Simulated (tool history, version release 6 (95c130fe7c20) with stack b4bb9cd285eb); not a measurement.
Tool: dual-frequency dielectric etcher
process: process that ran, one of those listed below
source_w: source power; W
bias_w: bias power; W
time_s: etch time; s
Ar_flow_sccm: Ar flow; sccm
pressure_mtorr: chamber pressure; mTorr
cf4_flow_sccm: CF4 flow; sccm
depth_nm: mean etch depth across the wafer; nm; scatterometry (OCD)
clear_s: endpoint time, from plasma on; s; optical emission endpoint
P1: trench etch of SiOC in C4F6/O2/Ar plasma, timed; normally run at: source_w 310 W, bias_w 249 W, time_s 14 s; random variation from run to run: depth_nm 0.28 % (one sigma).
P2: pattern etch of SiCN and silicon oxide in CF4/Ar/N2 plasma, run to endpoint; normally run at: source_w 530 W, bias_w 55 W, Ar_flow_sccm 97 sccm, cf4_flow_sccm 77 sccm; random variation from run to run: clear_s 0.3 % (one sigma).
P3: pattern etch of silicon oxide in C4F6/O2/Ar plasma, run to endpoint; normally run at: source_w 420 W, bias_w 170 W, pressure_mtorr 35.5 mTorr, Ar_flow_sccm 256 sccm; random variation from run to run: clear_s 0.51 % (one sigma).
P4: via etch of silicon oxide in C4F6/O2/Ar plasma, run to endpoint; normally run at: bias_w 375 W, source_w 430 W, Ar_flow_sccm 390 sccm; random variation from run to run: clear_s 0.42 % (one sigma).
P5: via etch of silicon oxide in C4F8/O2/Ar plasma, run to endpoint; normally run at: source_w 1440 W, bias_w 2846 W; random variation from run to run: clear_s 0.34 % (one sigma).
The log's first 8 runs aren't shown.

{"run": 9, "hour": 115.2, "process": "P1", "source_w": 310, "bias_w": 249, "time_s": 14, "depth_nm": 28.732}
{"run": 10, "hour": 127.2, "process": "P2", "source_w": 530, "bias_w": 71, "Ar_flow_sccm": 97, "cf4_flow_sccm": 77, "clear_s": 12.772}
{"run": 11, "hour": 143.9, "process": "P3", "source_w": 420, "bias_w": 170, "Ar_flow_sccm": 256, "pressure_mtorr": 35.5, "clear_s": 15.935}
{"run": 12, "hour": 157.5, "process": "P3", "source_w": 420, "bias_w": 170, "Ar_flow_sccm": 307, "pressure_mtorr": 35.5, "clear_s": 16.294}
{"run": 13, "hour": 168.8, "process": "P2", "source_w": 330, "bias_w": 55, "Ar_flow_sccm": 97, "cf4_flow_sccm": 77, "clear_s": 21.055}
{"run": 14, "hour": 184.9, "process": "P2", "source_w": 530, "bias_w": 55, "Ar_flow_sccm": 97, "cf4_flow_sccm": 77, "clear_s": 13.81}
{"run": 15, "hour": 199.2, "process": "P5", "source_w": 950, "bias_w": 2846, "clear_s": 338.27}
{"run": 16, "hour": 217.9, "process": "P4", "source_w": 430, "bias_w": 276, "Ar_flow_sccm": 390, "clear_s": 29.242}
{"run": 17, "hour": 229.3, "process": "P4", "source_w": 430, "bias_w": 375, "Ar_flow_sccm": 390, "clear_s": 26.361}
{"hour": 245.8, "done": "source power generator calibrated"}
{"run": 18, "hour": 247.4, "process": "P1", "source_w": 420, "bias_w": 249, "time_s": 14, "depth_nm": 32.339}
{"run": 19, "hour": 256.0, "process": "P3", "source_w": 420, "bias_w": 170, "Ar_flow_sccm": 256, "pressure_mtorr": 28.5, "clear_s": 15.555}
{"run": 20, "hour": 267.8, "process": "P1", "source_w": 310, "bias_w": 249, "time_s": 14, "depth_nm": 28.687}
{"run": 21, "hour": 279.5, "process": "P2", "source_w": 530, "bias_w": 55, "Ar_flow_sccm": 97, "cf4_flow_sccm": 46, "clear_s": 15.06}
{"run": 22, "hour": 290.8, "process": "P1", "source_w": 310, "bias_w": 346, "time_s": 14, "depth_nm": 32.413}

Forecast run 23:
{"run": 23, "hour": 302.4, "process": "P1", "source_w": 310, "bias_w": 163, "time_s": 14, "depth_nm": "?"}

{"run 23": {"depth_nm": 25.082}}
